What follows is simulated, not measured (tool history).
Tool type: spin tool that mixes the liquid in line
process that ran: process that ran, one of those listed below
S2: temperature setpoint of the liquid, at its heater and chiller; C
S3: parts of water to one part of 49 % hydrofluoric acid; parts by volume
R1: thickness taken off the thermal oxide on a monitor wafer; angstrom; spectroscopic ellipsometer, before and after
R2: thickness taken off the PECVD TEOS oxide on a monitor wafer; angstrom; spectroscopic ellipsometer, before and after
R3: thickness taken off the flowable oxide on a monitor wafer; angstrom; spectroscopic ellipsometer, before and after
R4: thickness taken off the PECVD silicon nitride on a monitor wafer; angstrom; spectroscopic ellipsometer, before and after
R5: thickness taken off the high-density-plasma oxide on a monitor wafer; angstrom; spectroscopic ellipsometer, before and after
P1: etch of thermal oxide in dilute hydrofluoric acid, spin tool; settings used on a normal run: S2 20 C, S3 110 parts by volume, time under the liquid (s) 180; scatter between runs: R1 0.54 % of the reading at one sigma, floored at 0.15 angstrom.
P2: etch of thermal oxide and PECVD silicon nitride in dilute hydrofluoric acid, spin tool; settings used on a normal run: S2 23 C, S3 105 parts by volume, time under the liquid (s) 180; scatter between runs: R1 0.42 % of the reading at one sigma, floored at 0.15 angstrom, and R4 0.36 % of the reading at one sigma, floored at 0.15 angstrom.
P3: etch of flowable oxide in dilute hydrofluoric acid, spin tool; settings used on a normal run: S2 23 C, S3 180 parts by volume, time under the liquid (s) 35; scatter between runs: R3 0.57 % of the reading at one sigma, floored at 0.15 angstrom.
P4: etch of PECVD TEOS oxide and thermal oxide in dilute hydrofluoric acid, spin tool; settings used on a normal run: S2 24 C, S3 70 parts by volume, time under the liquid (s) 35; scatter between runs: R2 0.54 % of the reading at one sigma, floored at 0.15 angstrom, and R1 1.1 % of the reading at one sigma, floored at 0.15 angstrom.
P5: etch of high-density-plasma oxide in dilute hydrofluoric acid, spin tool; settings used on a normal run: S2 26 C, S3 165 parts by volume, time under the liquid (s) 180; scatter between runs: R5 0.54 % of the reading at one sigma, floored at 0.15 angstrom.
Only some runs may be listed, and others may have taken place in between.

{"run": 1, "hour": 8.3, "process that ran": "P1", "S2": 20, "S3": 110, "time under the liquid (s)": 180, "R1": 63.043}
{"run": 2, "hour": 16.9, "process that ran": "P4", "S2": 27.5, "S3": 70, "time under the liquid (s)": 35, "R1": 27.614, "R2": 69.961}
{"run": 3, "hour": 28.9, "process that ran": "P3", "S2": 23, "S3": 95, "time under the liquid (s)": 35, "R3": 129.3}
{"run": 4, "hour": 44.6, "process that ran": "P1", "S2": 20, "S3": 25, "time under the liquid (s)": 180, "R1": 304.38}
{"run": 5, "hour": 54.5, "process that ran": "P2", "S2": 23, "S3": 105, "time under the liquid (s)": 15, "R1": 6.631, "R4": 6.849}
{"run": 6, "hour": 62.8, "process that ran": "P1", "S2": 17, "S3": 110, "time under the liquid (s)": 180, "R1": 55.313}
{"run": 7, "hour": 78.5, "process that ran": "P1", "S2": 26.5, "S3": 110, "time under the liquid (s)": 275, "R1": 123.44}
{"run": 8, "hour": 88.1, "process that ran": "P5", "S2": 26, "S3": 165, "time under the liquid (s)": 180, "R5": 71.556}
{"run": 9, "hour": 101.1, "process that ran": "P5", "S2": 26, "S3": 85, "time under the liquid (s)": 180, "R5": 153.34}
{"run": 10, "hour": 109.2, "process that ran": "P4", "S2": 24, "S3": 70, "time under the liquid (s)": 35, "R1": 23.773, "R2": 61.519}
{"run": 11, "hour": 124.8, "process that ran": "P2", "S2": 30.5, "S3": 105, "time under the liquid (s)": 180, "R1": 101.2, "R4": 130.73}
{"run": 12, "hour": 133.4, "process that ran": "P2", "S2": 23, "S3": 105, "time under the liquid (s)": 180, "R1": 76.127, "R4": 81.441}
{"run": 13, "hour": 146.1, "process that ran": "P4", "S2": 24, "S3": 20, "time under the liquid (s)": 35, "R1": 91.672, "R2": 228.46}
{"run": 14, "hour": 159.6, "process that ran": "P1", "S2": 20, "S3": 200, "time under the liquid (s)": 180, "R1": 31.592}
{"run": 15, "hour": 174.3, "process that ran": "P3", "S2": 18, "S3": 180, "time under the liquid (s)": 35, "R3": 50.729}
{"run": 16, "hour": 181.4, "process that ran": "P3", "S2": 23, "S3": 180, "time under the liquid (s)": 35, "R3": 61.459}
{"run": 17, "hour": 188.8, "process that ran": "P1", "S2": 20, "S3": 110, "time under the liquid (s)": 70, "R1": 24.832}
{"hour": 194.7, "done": "thermometer replaced"}
{"run": 18, "hour": 203.0, "process that ran": "P5", "S2": 33, "S3": 165, "time under the liquid (s)": 180, "R5": 91.577}
{"run": 19, "hour": 210.9, "process that ran": "P1", "S2": 20, "S3": 110, "time under the liquid (s)": 180, "R1": 62.831}
{"run": 20, "hour": 220.3, "process that ran": "P1", "S2": 20, "S3": 110, "time under the liquid (s)": 180, "R1": 62.619}
{"run": 21, "hour": 229.4, "process that ran": "P5", "S2": 26, "S3": 165, "time under the liquid (s)": 275, "R5": 109.16}
{"run": 22, "hour": 238.3, "process that ran": "P3", "S2": 23, "S3": 180, "time under the liquid (s)": 65, "R3": 115.74}
{"run": 23, "hour": 245.7, "process that ran": "P1", "S2": 20, "S3": 110, "time under the liquid (s)": 295, "R1": 103.05}
{"run": 24, "hour": 256.0, "process that ran": "P1", "S2": 26.5, "S3": 110, "time under the liquid (s)": 180, "R1": 81.678}
{"run": 25, "hour": 265.5, "process that ran": "P1", "S2": 20, "S3": 110, "time under the liquid (s)": 180, "R1": 62.715}
{"run": 26, "hour": 279.2, "process that ran": "P5", "S2": 26, "S3": 165, "time under the liquid (s)": 180, "R5": 70.767}
{"run": 27, "hour": 291.5, "process that ran": "P4", "S2": 24, "S3": 70, "time under the liquid (s)": 20, "R1": 13.497, "R2": 34.473}
{"run": 28, "hour": 306.5, "process that ran": "P2", "S2": 23, "S3": 170, "time under the liquid (s)": 180, "R1": 43.258, "R4": 50.782}
{"run": 29, "hour": 322.3, "process that ran": "P1", "S2": 20, "S3": 40, "time under the liquid (s)": 60, "R1": 62.291}
{"run": 30, "hour": 336.3, "process that ran": "P1", "S2": 20, "S3": 110, "time under the liquid (s)": 180, "R1": 62.594}
{"run": 31, "hour": 345.9, "process that ran": "P2", "S2": 23, "S3": 105, "time under the liquid (s)": 180, "R1": 75.586, "R4": 81.853}
{"run": 32, "hour": 360.8, "process that ran": "P3", "S2": 23, "S3": 180, "time under the liquid (s)": 35, "R3": 62.352}
{"run": 33, "hour": 368.2, "process that ran": "P1", "S2": 20, "S3": 110, "time under the liquid (s)": 180, "R1": 62.653}
{"run": 34, "hour": 375.5, "process that ran": "P1", "S2": 20, "S3": 110, "time under the liquid (s)": 180, "R1": 61.233}
{"run": 35, "hour": 387.1, "process that ran": "P1", "S2": 20, "S3": 110, "time under the liquid (s)": 180, "R1": 60.226}
{"run": 36, "hour": 397.3, "process that ran": "P1", "S2": 20, "S3": 110, "time under the liquid (s)": 180, "R1": 58.585}
{"run": 37, "hour": 405.5, "process that ran": "P1", "S2": 20, "S3": 110, "time under the liquid (s)": 180, "R1": 58.385}
{"run": 38, "hour": 421.1, "process that ran": "P1", "S2": 20, "S3": 110, "time under the liquid (s)": 180, "R1": 57.135}
{"run": 39, "hour": 435.2, "process that ran": "P1", "S2": 20, "S3": 110, "time under the liquid (s)": 180, "R1": 57.303}
{"run": 40, "hour": 448.9, "process that ran": "P1", "S2": 20, "S3": 110, "time under the liquid (s)": 180, "R1": 56.999}
{"run": 41, "hour": 462.7, "process that ran": "P1", "S2": 20, "S3": 110, "time under the liquid (s)": 180, "R1": 56.908}

The log shows P1 creeping away from where it was. Any of the 2 causes listed here, at the size stated for it, fits the log just as well as the others:
A: hydrofluoric acid flow below the setpoint (%) = 7.83
B: liquid colder than its thermometer reads (K) = 2.23
Creep in the process output first set in at about hour 368.2.

Question marks stand in for the results of the 4 check runs listed below, each run on one wafer. Under which run would the listed causes show clearly different results?
{"run": "check 1", "hour": 476.5, "process that ran": "P2", "S2": 23, "S3": 105, "time under the liquid (s)": 180, "R1": "?", "R4": "?"}
{"run": "check 2", "hour": 476.5, "process that ran": "P4", "S2": 24, "S3": 70, "time under the liquid (s)": 35, "R1": "?", "R2": "?"}
{"run": "check 3", "hour": 476.5, "process that ran": "P3", "S2": 23, "S3": 180, "time under the liquid (s)": 35, "R3": "?"}
{"run": "check 4", "hour": 476.5, "process that ran": "P5", "S2": 26, "S3": 165, "time under the liquid (s)": 180, "R5": "?"}

How each check would come out, cause by cause:
check=check_1 result=R1 if_A=69.479 if_B=69.641
check=check_1 result=R4 if_A=75.275 if_B=70.262
check=check_2 result=R1 if_A=22.145 if_B=22.101
check=check_2 result=R2 if_A=55.684 if_B=55.573
check=check_3 result=R3 if_A=56.314 if_B=57.017
check=check_4 result=R5 if_A=64.627 if_B=65.555
How far apart the two closest causes lie, in the result that separates them most: check 1 6.89 %; check 2 0.2 %; check 3 1.24 %; check 4 1.43 %
The other checks would show nearly matching results whichever cause is true, so check 1 is the only one that separates the causes.

Check 1 was carried out, with these results: R1 69.419 angstrom; R4 70.553 angstrom. Which of the listed causes is responsible?

B is the cause: liquid colder than its thermometer reads (K).
